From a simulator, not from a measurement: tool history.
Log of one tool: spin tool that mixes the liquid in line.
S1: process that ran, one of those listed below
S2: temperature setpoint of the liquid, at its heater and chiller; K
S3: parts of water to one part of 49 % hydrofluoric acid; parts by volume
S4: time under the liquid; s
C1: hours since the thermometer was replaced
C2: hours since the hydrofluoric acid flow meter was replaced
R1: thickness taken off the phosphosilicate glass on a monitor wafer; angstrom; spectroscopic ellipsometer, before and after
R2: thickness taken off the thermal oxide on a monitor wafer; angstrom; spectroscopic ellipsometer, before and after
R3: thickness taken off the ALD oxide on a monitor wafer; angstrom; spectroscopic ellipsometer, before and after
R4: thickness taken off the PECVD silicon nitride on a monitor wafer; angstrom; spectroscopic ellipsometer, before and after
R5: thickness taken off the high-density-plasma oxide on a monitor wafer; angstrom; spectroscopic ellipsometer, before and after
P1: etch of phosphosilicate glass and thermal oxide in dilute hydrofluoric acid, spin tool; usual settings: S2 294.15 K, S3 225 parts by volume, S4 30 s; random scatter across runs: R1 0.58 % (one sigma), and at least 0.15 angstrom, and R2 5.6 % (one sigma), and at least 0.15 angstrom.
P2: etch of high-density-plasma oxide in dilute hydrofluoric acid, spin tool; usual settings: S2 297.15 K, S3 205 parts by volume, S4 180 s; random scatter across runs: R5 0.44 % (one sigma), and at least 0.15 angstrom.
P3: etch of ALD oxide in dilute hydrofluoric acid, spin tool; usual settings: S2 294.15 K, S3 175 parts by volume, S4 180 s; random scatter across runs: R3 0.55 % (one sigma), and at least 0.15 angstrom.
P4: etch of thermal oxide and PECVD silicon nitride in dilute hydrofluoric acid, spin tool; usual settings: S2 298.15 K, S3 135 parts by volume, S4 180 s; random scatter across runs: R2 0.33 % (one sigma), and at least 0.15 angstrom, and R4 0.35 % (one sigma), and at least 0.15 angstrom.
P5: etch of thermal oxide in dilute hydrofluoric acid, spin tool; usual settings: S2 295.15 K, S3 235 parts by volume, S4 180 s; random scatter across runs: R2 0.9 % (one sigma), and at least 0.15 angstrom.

run	day	S1	S2	S3	S4	C1	C2	R1	R2	R3	R4	R5
1	0.433	P1	294.15	225	30	324.4	503.2	61.32	5.1513			
2	1.083	P1	300.65	225	30	340	518.8	77.608	6.6115			
3	1.483	P5	295.15	395	180	349.6	528.4		14.774			
4	1.896	P1	294.15	225	30	359.5	538.3	61.101	4.9645			
5	2.4	P1	300.65	320	30	371.6	550.4	49.542	4.1467			
6	2.912	P5	295.15	235	285	383.9	562.7		46.019			
7	3.558	P3	294.15	175	265	399.4	578.2			159.14		
# day 3.808: hydrofluoric acid flow meter replaced
8	4.021	P5	290.15	235	180	410.5	5.1		24.062			
9	4.508	P1	294.15	225	15	422.2	16.8	30.203	2.4465			
10	5.175	P1	294.15	85	30	438.2	32.8	189.71	13.892			
11	5.775	P4	298.15	135	40	452.6	47.2		14.063		14.634	
12	6.225	P1	294.15	225	55	463.4	58	112.12	8.6278			
13	6.812	P2	297.15	205	180	477.5	72.1					47.927
14	7.446	P1	290.15	225	30	492.7	87.3	52.638	4.4703			
15	7.988	P2	303.15	205	180	505.7	100.3					58.708
16	8.638	P1	294.15	225	30	521.3	115.9	61.439	4.9814			
17	8.962	P5	295.15	235	180	529.1	123.7		28.891			
18	9.362	P4	298.15	135	180	538.7	133.3		63.47		65.265	
19	9.933	P1	290.15	225	15	552.4	147	26.538	2.1157			
20	10.412	P1	294.15	225	30	563.9	158.5	60.716	4.9246			
21	10.988	P1	294.15	325	30	577.7	172.3	38.723	2.966			
22	11.583	P3	290.15	175	180	592	186.6			91.809		
23	12.204	P4	298.15	245	180	606.9	201.5		30.838		36.309	
24	12.833	P1	298.65	225	15	622	216.6	36.569	3.3975			
25	13.546	P2	297.15	65	180	639.1	233.7					176.73
26	14.292	P4	290.65	135	180	657	251.6		47.841		39.71	
27	14.754	P3	294.15	175	180	668.1	262.7			107.83		
28	15.221	P3	294.15	250	180	679.3	273.9			70.771		
29	15.742	P2	297.15	205	75	691.8	286.4					19.771
30	16.279	P1	294.15	225	30	704.7	299.3	60.971	5.085			
31	16.675	P5	295.15	235	180	714.2	308.8		29.424			
32	17.388	P1	294.15	225	30	731.3	325.9	61.657	4.5264			
33	18.025	P1	294.15	225	30	746.6	341.2	63.423	4.9645			
34	18.379	P1	294.15	225	30	755.1	349.7	64.007	5.0423			
35	18.838	P1	294.15	225	30	766.1	360.7	64.61	5.1178			
36	19.342	P1	294.15	225	30	778.2	372.8	64.386	5.1489			
37	19.917	P1	294.15	225	30	792	386.6	65.906	5.4571			
38	20.254	P1	294.15	225	30	800.1	394.7	64.73	5.4045			
39	20.925	P1	294.15	225	30	816.2	410.8	65.532	5.1984			
40	21.408	P1	294.15	225	30	827.8	422.4	65.293	5.2999			

What P1 gives has crept away from where it was. These 2 causes fit the log equally well, each at the size given:
A: hydrofluoric acid flow above the setpoint (%) = 5.12
B: liquid hotter than its thermometer reads (K) = 1.63
The gradual shift began around day 17.388.

Listed below are the offered check runs, one wafer per run, with question marks in place of results. For which of them would the causes give clearly different outcomes?
check 1	21.892	P4	293.15	180	180				?		?	
check 2	21.892	P3	290.15	175	180					?		
check 3	21.892	P5	290.15	235	180				?			
check 4	21.892	P2	297.15	90	110							?

Check results expected under each cause:
check	result	if A	if B
check 1	R2	39.828	40.002
check 1	R4	37.412	39.66
check 2	R3	98.041	98.767
check 3	R2	25.725	25.805
check 4	R5	80.077	80.818
Distance between the nearest two causes, measured in the result of the check that separates them most: check 1 5.83 %; check 2 0.74 %; check 3 0.31 %; check 4 0.92 %
Check 1 is the one run that separates the causes; every other check would come out nearly the same whichever cause is at work.

Then check 1 was run and gave: R2 40.1 angstrom; R4 39.919 angstrom. Which cause is it?

It was cause B: liquid hotter than its thermometer reads (K).

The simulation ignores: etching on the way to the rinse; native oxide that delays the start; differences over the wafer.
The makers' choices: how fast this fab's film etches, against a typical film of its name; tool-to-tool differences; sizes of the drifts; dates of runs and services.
